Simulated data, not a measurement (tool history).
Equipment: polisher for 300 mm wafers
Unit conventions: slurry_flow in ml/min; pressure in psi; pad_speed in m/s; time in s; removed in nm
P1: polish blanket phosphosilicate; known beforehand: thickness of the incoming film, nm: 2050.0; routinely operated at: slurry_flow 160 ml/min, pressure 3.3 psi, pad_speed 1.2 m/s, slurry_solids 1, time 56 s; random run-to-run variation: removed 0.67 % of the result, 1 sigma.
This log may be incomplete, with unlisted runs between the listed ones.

run     day  slurry_flow  pressure  pad_speed  slurry_solids  time  wafers polished on this pad  hours since the slurry nozzle was cleaned  hours since the head pressure was calibrated  hours since the slurry blender was calibrated  hours since the conditioning disc was replaced  removed
  1   0.488          160       3.3        1.2              1    56                          388                                      221.6                                         173.2                                           52.1                                           188.1   509.61
  2   0.929           95       3.3        1.2              1    32                          529                                      232.2                                         183.8                                           62.7                                           198.7   265.05
  3   1.296          160       3.3        1.2              1    56                          647                                        241                                         192.6                                           71.5                                           207.5   518.65
        1.6  -- slurry blender recalibrated
  4     1.7          160       3.3        1.2              1    56                          776                                      250.7                                         202.3                                            2.4                                           217.2   504.61
      2.121  -- worn pad replaced by a new one
  5   2.158          160       3.3        1.2              1    56                           12                                      261.7                                         213.3                                           13.4                                           228.2   515.44
      2.688  -- head pressure recalibrated
  6   2.708          160       3.3       1.78              1    56                          188                                      274.9                                           0.6                                           26.6                                           241.4   699.83
  7   3.296           95       3.3        1.2              1    56                          376                                        289                                          14.7                                           40.7                                           255.5   464.96
  8   3.925          160       3.3        1.2           0.55    56                          577                                      304.1                                          29.8                                           55.8                                           270.6   372.88
  9   4.483          160       3.3        1.2              1    56                          755                                      317.5                                          43.2                                           69.2                                             284   514.65
 10   4.996          160       3.3        1.2              1    56                          919                                      329.8                                          55.5                                           81.5                                           296.3   507.21
 11   5.517          160       5.1        1.2              1    56                         1086                                      342.3                                            68                                             94                                           308.8   787.86
 12   6.046          160       1.9        1.2              1    56                         1255                                        355                                          80.7                                          106.7                                           321.5    296.6
 13   6.471          160       3.3        1.2              1    29                         1391                                      365.2                                          90.9                                          116.9                                           331.7   267.95
 14   7.058          160       3.3        1.2              1    78                         1579                                      379.3                                           105                                            131                                           345.8   722.18
 15   7.371          110       4.4        1.2              1    56                         1679                                      386.8                                         112.5                                          138.5                                           353.3   633.45
 16   7.812          160       3.3        1.2           1.35    56                         1821                                      397.4                                         123.1                                          149.1                                           363.9   589.52
 17   8.421          160       3.3       0.82              1    56                         2015                                        412                                         137.7                                          163.7                                           378.5   375.96
 18   8.925          250       3.3        1.2              1    56                         2176                                      424.1                                         149.8                                          175.8                                           390.6   547.45
 19   9.412          160       3.3        1.2              1    56                         2332                                      435.8                                         161.5                                          187.5                                           402.3   516.36
 20   9.912          160       3.3        1.2              1    56                         2492                                      447.8                                         173.5                                          199.5                                           414.3   498.89
 21  10.288          160       3.3        1.2              1    56                         2612                                      456.8                                         182.5                                          208.5                                           423.3    491.5
 22  10.733          160       3.3        1.2              1    56                         2755                                      467.5                                         193.2                                          219.2                                             434   481.39
 23  11.312          160       3.3        1.2              1    56                         2940                                      481.4                                         207.1                                          233.1                                           447.9   477.23
 24  11.862          160       3.3        1.2              1    56                         3116                                      494.6                                         220.3                                          246.3                                           461.1   471.05
     12.004  -- worn pad replaced by a new one
 25  12.267          160       3.3        1.2              1    56                           85                                      504.3                                           230                                            256                                           470.8   468.63
     12.475  -- conditioning disc replaced and pad reconditioned
     12.529  -- slurry nozzle cleaned
 26  12.796          160       3.3        1.2              1    56                          254                                        6.4                                         242.7                                          268.7                                             7.7   463.94
 27  13.312          160       3.3        1.2              1    56                          419                                       18.8                                         255.1                                          281.1                                            20.1   473.29
 28  13.638          160       3.3        1.2              1    56                          523                                       26.6                                         262.9                                          288.9                                            27.9   466.68
 29  14.171          160       3.3        1.2              1    56                          694                                       39.4                                         275.7                                          301.7                                            40.7   462.99

P1 no longer gives what it gave before; its output has crept away from where it was. The following 2 causes, each at its listed size, fit the log equally well:
A: abrasive missing from the slurry, % = 18
B: head's pressure below its setpoint, % = 9.08
At approximately day 9.412, the process output began to creep.
Ruled out, with reasons:
removal rate lost through wear of the pad, %: serviced at day 12.004, which brought nothing back
slurry flow missing at the pad, %: serviced at day 12.529, which brought nothing back
time polished since the conditioner stopped cutting, s: serviced at day 12.475, which brought nothing back

The 4 check runs listed below each average the results of 5 wafers, and their outcomes are marked with question marks. Under which run would the listed causes produce clearly different results?
check 1  14.704          160       4.4        1.2              1    56                                                                                                                                                                                                                             ?
check 2  14.704          160       4.8       0.96              1    56                                                                                                                                                                                                                             ?
check 3  14.704          160       2.5       1.56              1    56                                                                                                                                                                                                                             ?
check 4  14.704          160       3.3        1.2           0.65    56                                                                                                                                                                                                                             ?

Check results expected under each cause:
  check   result    if A    if B
check 1  removed  623.29  623.24
check 2  removed  568.79  568.74
check 3  removed  436.85  436.81
check 4  removed  367.68  375.52
Minimum pairwise separation of causes per check, each pair taken at its best-separating result: check 1 0.01 %; check 2 0.01 %; check 3 0.01 %; check 4 2.11 %
Only in check 4 would the causes give clearly different results; in the remaining checks their results would be nearly the same.

Then check 4 was run and gave: removed 366.88 nm. Which cause is it?

A is the cause: abrasive missing from the slurry, %.
